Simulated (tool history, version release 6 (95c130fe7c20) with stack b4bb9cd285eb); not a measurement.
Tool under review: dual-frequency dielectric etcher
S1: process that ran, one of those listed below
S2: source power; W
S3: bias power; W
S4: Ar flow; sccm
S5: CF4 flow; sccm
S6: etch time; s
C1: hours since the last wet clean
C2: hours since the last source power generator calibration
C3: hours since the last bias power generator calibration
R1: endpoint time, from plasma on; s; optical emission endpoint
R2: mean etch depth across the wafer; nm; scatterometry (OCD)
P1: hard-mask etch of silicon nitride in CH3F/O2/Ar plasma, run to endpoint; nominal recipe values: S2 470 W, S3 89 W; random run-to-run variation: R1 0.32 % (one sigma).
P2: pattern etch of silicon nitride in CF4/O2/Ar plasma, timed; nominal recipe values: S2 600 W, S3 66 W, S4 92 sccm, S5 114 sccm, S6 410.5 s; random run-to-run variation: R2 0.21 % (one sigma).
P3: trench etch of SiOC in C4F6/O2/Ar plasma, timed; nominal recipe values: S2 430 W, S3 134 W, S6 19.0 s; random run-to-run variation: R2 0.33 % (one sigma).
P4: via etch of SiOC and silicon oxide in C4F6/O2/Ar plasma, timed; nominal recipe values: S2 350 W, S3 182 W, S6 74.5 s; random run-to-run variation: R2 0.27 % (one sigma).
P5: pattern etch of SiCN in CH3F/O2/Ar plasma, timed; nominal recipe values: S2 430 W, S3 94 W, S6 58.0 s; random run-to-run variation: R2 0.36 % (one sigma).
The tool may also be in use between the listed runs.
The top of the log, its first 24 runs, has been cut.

run,hour,S1,S2,S3,S4,S5,S6,C1,C2,C3,R1,R2
25,286.7,P1,470,89,,,,757.5,2809.3,123.3,69.831,
26,296.7,P4,350,182,,,58.0,767.5,2819.3,133.3,,64.385
27,311.2,P2,600,66,70,114,410.5,782.0,2833.8,147.8,,1062.500
28,326.4,P5,430,94,,,32.5,797.2,2849.0,163.0,,13.531
29,334.5,P1,470,89,,,,805.3,2857.1,171.1,69.773,
30,342.3,P1,470,73,,,,813.1,2864.9,178.9,74.689,
31,353.8,P5,430,119,,,58.0,824.6,2876.4,190.4,,26.145
32,368.5,P1,470,89,,,,839.3,2891.1,205.1,69.938,
33,382.8,P1,470,89,,,,853.6,2905.4,219.4,68.913,
34,398.6,P1,470,89,,,,869.4,2921.2,235.2,69.077,
35,406.0,P1,470,89,,,,876.8,2928.6,242.6,68.578,
# hour 411.1: wet clean of the chamber
36,421.0,P1,470,89,,,,10.0,2943.6,257.6,68.637,
37,428.0,P1,470,89,,,,17.0,2950.6,264.6,68.809,

Run 38 is up next; what results do you expect?
38,442.1,P1,470,89,,,,31.1,2964.7,278.7,?,

R1: 68.399 s
